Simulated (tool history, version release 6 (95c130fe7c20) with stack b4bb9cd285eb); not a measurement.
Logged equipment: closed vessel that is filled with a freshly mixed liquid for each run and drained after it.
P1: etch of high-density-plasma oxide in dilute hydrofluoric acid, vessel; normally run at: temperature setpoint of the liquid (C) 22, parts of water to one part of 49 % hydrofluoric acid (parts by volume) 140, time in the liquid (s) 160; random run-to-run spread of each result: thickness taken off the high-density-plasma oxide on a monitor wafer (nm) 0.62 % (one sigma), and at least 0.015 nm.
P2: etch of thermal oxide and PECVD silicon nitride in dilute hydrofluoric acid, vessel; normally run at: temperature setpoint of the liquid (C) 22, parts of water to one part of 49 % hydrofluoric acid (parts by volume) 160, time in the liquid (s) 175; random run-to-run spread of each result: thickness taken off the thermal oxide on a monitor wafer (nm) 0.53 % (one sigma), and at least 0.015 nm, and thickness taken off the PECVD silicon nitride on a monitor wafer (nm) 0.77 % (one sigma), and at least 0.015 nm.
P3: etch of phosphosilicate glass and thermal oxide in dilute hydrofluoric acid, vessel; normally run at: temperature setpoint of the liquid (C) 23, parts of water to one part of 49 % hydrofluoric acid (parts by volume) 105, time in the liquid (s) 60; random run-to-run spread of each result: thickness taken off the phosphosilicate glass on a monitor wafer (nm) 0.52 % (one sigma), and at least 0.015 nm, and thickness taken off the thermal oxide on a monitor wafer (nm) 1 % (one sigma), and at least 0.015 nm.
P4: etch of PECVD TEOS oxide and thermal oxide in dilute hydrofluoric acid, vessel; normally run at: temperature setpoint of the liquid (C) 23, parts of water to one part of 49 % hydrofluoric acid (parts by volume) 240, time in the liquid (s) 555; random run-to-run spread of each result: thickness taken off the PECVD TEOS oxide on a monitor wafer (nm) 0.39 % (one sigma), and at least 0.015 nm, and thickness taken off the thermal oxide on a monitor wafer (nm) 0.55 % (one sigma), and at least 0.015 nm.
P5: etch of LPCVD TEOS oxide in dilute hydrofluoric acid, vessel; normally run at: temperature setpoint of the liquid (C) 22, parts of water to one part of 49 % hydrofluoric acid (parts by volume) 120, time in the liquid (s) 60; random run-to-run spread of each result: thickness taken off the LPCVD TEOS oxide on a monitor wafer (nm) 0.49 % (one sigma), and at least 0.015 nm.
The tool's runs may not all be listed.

run	day	process that ran	temperature setpoint of the liquid (C)	parts of water to one part of 49 % hydrofluoric acid (parts by volume)	time in the liquid (s)	hours since the thermometer was replaced	hours since the hydrofluoric acid flow meter was replaced	thickness taken off the high-density-plasma oxide on a monitor wafer (nm)	thickness taken off the LPCVD TEOS oxide on a monitor wafer (nm)	thickness taken off the thermal oxide on a monitor wafer (nm)	thickness taken off the PECVD silicon nitride on a monitor wafer (nm)	thickness taken off the PECVD TEOS oxide on a monitor wafer (nm)	thickness taken off the phosphosilicate glass on a monitor wafer (nm)
1	0.254	P1	22	140	160	1651.6	566.2	5.3175					
2	0.75	P1	17	35	160	1663.5	578.1	19.173					
3	1.083	P1	22	140	30	1671.5	586.1	1.0167					
4	1.358	P5	22	120	30	1678.1	592.7		12.567				
5	1.654	P1	22	140	265	1685.2	599.8	8.7241					
6	1.908	P1	18	140	160	1691.3	605.9	4.4553					
7	2.192	P2	22	160	280	1698.1	612.7			6.936	5.0593		
8	2.717	P4	23	240	40	1710.7	625.3			0.67419		2.1308	
9	3.196	P5	17	120	60	1722.2	636.8		20.445				
# day 3.479: thermometer replaced
10	3.746	P3	23	105	30	6.4	650			1.4496			40.784
11	4.238	P3	23	105	60	18.2	661.8			2.8577			83.867
12	4.783	P5	22	195	60	31.3	674.9		14.203				
13	5.292	P2	22	160	175	43.5	687.1			4.331	3.1334		
14	5.642	P4	23	100	555	51.9	695.5			26.405		83.211	
15	6.021	P4	23	240	555	61	704.6			9.4657		29.564	
16	6.454	P1	22	220	160	71.4	715	3.0728					
17	6.838	P1	22	140	160	80.6	724.2	5.287					
18	7.154	P1	22	140	160	88.2	731.8	5.3323					
19	7.7	P3	17	105	60	101.3	744.9			2.2031			65.217
20	8.192	P5	22	120	60	113.1	756.7		25.007				
21	8.671	P1	26	140	160	124.6	768.2	6.1375					
22	9.183	P1	22	140	160	136.9	780.5	5.2831					
23	9.512	P2	28.5	160	175	144.8	788.4			5.4407	4.704		
24	10.029	P4	23	240	555	157.2	800.8			9.4418		29.63	
25	10.342	P3	23	30	60	164.7	808.3			10.849			321.12

Run 26, settings as shown, results not yet in. Your forecast:
26	10.796	P1	22	25	160	175.6	819.2	?					

thickness taken off the high-density-plasma oxide on a monitor wafer (nm): 34.212

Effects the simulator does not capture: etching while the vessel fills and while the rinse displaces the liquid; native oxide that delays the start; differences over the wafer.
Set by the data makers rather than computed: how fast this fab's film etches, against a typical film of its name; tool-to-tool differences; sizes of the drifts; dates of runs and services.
